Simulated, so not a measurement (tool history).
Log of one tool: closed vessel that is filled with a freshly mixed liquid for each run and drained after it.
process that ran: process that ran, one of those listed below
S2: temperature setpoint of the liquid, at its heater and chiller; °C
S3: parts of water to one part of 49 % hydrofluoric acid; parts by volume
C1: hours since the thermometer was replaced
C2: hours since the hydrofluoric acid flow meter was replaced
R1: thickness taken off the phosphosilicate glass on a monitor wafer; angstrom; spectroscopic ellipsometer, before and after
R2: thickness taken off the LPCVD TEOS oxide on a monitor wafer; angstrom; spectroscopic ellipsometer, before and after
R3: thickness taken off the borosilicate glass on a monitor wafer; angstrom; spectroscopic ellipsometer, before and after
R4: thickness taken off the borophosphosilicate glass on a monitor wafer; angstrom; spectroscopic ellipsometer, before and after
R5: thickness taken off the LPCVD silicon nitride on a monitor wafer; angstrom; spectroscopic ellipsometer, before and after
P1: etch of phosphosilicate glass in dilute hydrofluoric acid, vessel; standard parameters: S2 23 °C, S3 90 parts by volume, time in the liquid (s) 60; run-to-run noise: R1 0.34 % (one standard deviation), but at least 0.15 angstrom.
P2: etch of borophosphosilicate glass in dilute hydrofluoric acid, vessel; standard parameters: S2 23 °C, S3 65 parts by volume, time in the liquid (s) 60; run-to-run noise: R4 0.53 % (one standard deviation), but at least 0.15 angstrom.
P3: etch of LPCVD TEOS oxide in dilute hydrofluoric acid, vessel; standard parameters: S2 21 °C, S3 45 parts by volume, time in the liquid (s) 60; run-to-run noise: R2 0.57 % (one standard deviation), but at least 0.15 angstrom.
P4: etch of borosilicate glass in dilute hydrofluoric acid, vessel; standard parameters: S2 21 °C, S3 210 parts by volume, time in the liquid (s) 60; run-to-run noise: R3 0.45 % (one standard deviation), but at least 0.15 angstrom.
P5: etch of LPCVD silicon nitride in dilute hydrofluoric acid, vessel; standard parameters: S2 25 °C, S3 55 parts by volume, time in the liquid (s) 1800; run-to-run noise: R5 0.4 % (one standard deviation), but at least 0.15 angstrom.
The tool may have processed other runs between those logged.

run 1 hour=3.8 | process_that_ran=P1 S2=23 S3=90 time_in_the_liquid_(s)=60 | C1=393.3 C2=386 | R1=572.23
run 2 hour=8.8 | process_that_ran=P3 S2=21 S3=45 time_in_the_liquid_(s)=105 | C1=398.3 C2=391 | R2=699.29
run 3 hour=11.5 | process_that_ran=P4 S2=21 S3=210 time_in_the_liquid_(s)=30 | C1=401 C2=393.7 | R3=34.92
run 4 hour=16.8 | process_that_ran=P1 S2=23 S3=40 time_in_the_liquid_(s)=100 | C1=406.3 C2=399 | R1=2297.1
run 5 hour=22.7 | process_that_ran=P3 S2=24.5 S3=45 time_in_the_liquid_(s)=60 | C1=412.2 C2=404.9 | R2=461.13
run 6 hour=25.6 | process_that_ran=P1 S2=23 S3=90 time_in_the_liquid_(s)=60 | C1=415.1 C2=407.8 | R1=574.71
run 7 hour=29.6 | process_that_ran=P2 S2=23 S3=65 time_in_the_liquid_(s)=60 | C1=419.1 C2=411.8 | R4=552.4
run 8 hour=35.2 | process_that_ran=P1 S2=23 S3=25 time_in_the_liquid_(s)=60 | C1=424.7 C2=417.4 | R1=2241.8
run 9 hour=39.1 | process_that_ran=P1 S2=23 S3=90 time_in_the_liquid_(s)=60 | C1=428.6 C2=421.3 | R1=571.67
run 10 hour=45 | process_that_ran=P2 S2=23 S3=35 time_in_the_liquid_(s)=60 | C1=434.5 C2=427.2 | R4=1062.2
run 11 hour=47.8 | process_that_ran=P3 S2=21 S3=45 time_in_the_liquid_(s)=60 | C1=437.3 C2=430 | R2=399.91
run 12 hour=50.8 | process_that_ran=P2 S2=30.5 S3=65 time_in_the_liquid_(s)=60 | C1=440.3 C2=433 | R4=734.96
run 13 hour=55.1 | process_that_ran=P1 S2=23 S3=90 time_in_the_liquid_(s)=60 | C1=444.6 C2=437.3 | R1=578.39
run 14 hour=57.9 | process_that_ran=P1 S2=23 S3=90 time_in_the_liquid_(s)=30 | C1=447.4 C2=440.1 | R1=285.64
run 15 hour=61.1 | process_that_ran=P5 S2=25 S3=55 time_in_the_liquid_(s)=3590 | C1=450.6 C2=443.3 | R5=333.68
run 16 hour=64.9 | process_that_ran=P5 S2=21 S3=55 time_in_the_liquid_(s)=1800 | C1=454.4 C2=447.1 | R5=127.88
run 17 hour=68.5 | process_that_ran=P1 S2=19 S3=90 time_in_the_liquid_(s)=60 | C1=458 C2=450.7 | R1=484.22
run 18 hour=72 | process_that_ran=P5 S2=25 S3=85 time_in_the_liquid_(s)=1800 | C1=461.5 C2=454.2 | R5=108.28
run 19 hour=77.1 | process_that_ran=P4 S2=27 S3=210 time_in_the_liquid_(s)=60 | C1=466.6 C2=459.3 | R3=88.007
run 20 hour=81.2 | process_that_ran=P5 S2=25 S3=55 time_in_the_liquid_(s)=1800 | C1=470.7 C2=463.4 | R5=168.43
run 21 hour=84.7 | process_that_ran=P3 S2=21 S3=25 time_in_the_liquid_(s)=60 | C1=474.2 C2=466.9 | R2=739.26
run 22 hour=89 | process_that_ran=P1 S2=23 S3=90 time_in_the_liquid_(s)=60 | C1=478.5 C2=471.2 | R1=575.14
run 23 hour=94 | process_that_ran=P2 S2=23 S3=65 time_in_the_liquid_(s)=30 | C1=483.5 C2=476.2 | R4=275.05
run 24 hour=96.8 | process_that_ran=P1 S2=23 S3=90 time_in_the_liquid_(s)=85 | C1=486.3 C2=479 | R1=812.32
run 25 hour=101 | process_that_ran=P4 S2=21 S3=210 time_in_the_liquid_(s)=60 | C1=490.5 C2=483.2 | R3=70.169
run 26 hour=106.7 | process_that_ran=P3 S2=21 S3=45 time_in_the_liquid_(s)=60 | C1=496.2 C2=488.9 | R2=399.17
run 27 hour=111.7 | process_that_ran=P1 S2=30.5 S3=90 time_in_the_liquid_(s)=60 | C1=501.2 C2=493.9 | R1=768.01
run 28 hour=117.2 | process_that_ran=P4 S2=21 S3=210 time_in_the_liquid_(s)=60 | C1=506.7 C2=499.4 | R3=70.089
run 29 hour=122.3 | process_that_ran=P1 S2=23 S3=90 time_in_the_liquid_(s)=60 | C1=511.8 C2=504.5 | R1=571.96
run 30 hour=127.2 | process_that_ran=P1 S2=23 S3=165 time_in_the_liquid_(s)=60 | C1=516.7 C2=509.4 | R1=288.34
run 31 hour=130.5 | process_that_ran=P5 S2=25 S3=55 time_in_the_liquid_(s)=1800 | C1=520 C2=512.7 | R5=167.33
run 32 hour=134.8 | process_that_ran=P2 S2=23 S3=65 time_in_the_liquid_(s)=60 | C1=524.3 C2=517 | R4=548.99
run 33 hour=138.1 | process_that_ran=P4 S2=21 S3=90 time_in_the_liquid_(s)=60 | C1=527.6 C2=520.3 | R3=186.21
run 34 hour=141.4 | process_that_ran=P1 S2=23 S3=90 time_in_the_liquid_(s)=60 | C1=530.9 C2=523.6 | R1=574.56
run 35 hour=147.3 | process_that_ran=P1 S2=23 S3=90 time_in_the_liquid_(s)=60 | C1=536.8 C2=529.5 | R1=546.42
run 36 hour=152.3 | process_that_ran=P1 S2=23 S3=90 time_in_the_liquid_(s)=60 | C1=541.8 C2=534.5 | R1=541.3
run 37 hour=157.4 | process_that_ran=P1 S2=23 S3=90 time_in_the_liquid_(s)=60 | C1=546.9 C2=539.6 | R1=532.75
run 38 hour=161.4 | process_that_ran=P1 S2=23 S3=90 time_in_the_liquid_(s)=60 | C1=550.9 C2=543.6 | R1=527.74
run 39 hour=167 | process_that_ran=P1 S2=23 S3=90 time_in_the_liquid_(s)=60 | C1=556.5 C2=549.2 | R1=526.79
run 40 hour=169.8 | process_that_ran=P1 S2=23 S3=90 time_in_the_liquid_(s)=60 | C1=559.3 C2=552 | R1=526.68

P1 has crept away from where it was. The log is fitted equally well by each of these 2 causes, at the sizes shown:
A: liquid colder than its thermometer reads (K) = 2.02
B: hydrofluoric acid flow below the setpoint (%) = 7.1
The process output started creeping at around hour 141.4.

The check runs listed below each take one wafer, and their results are still question marks. Under which run would the listed causes lead to clearly different results?
run check 1 hour=172.6 | process_that_ran=P4 S2=21 S3=210 time_in_the_liquid_(s)=60 | R3=?
run check 2 hour=172.6 | process_that_ran=P3 S2=21 S3=45 time_in_the_liquid_(s)=60 | R2=?
run check 3 hour=172.6 | process_that_ran=P2 S2=23 S3=65 time_in_the_liquid_(s)=60 | R4=?
run check 4 hour=172.6 | process_that_ran=P5 S2=25 S3=55 time_in_the_liquid_(s)=1800 | R5=?

Predicted outcomes, by check and by cause:
check=check_1 result=R3 if_A=64.961 if_B=64.192
check=check_2 result=R2 if_A=366.64 if_B=369.66
check=check_3 result=R4 if_A=506.7 if_B=508.52
check=check_4 result=R5 if_A=145.59 if_B=155.14
Separation of the two closest causes in each check, using whichever result separates them best: check 1 1.19 %; check 2 0.82 %; check 3 0.36 %; check 4 6.36 %
Check 4 is the one run that separates the causes; every other check would come out nearly the same whichever cause is at work.

After running check 4, the following was obtained: R5 154.05 angstrom. Which cause does this point to?

It was cause B: hydrofluoric acid flow below the setpoint (%).
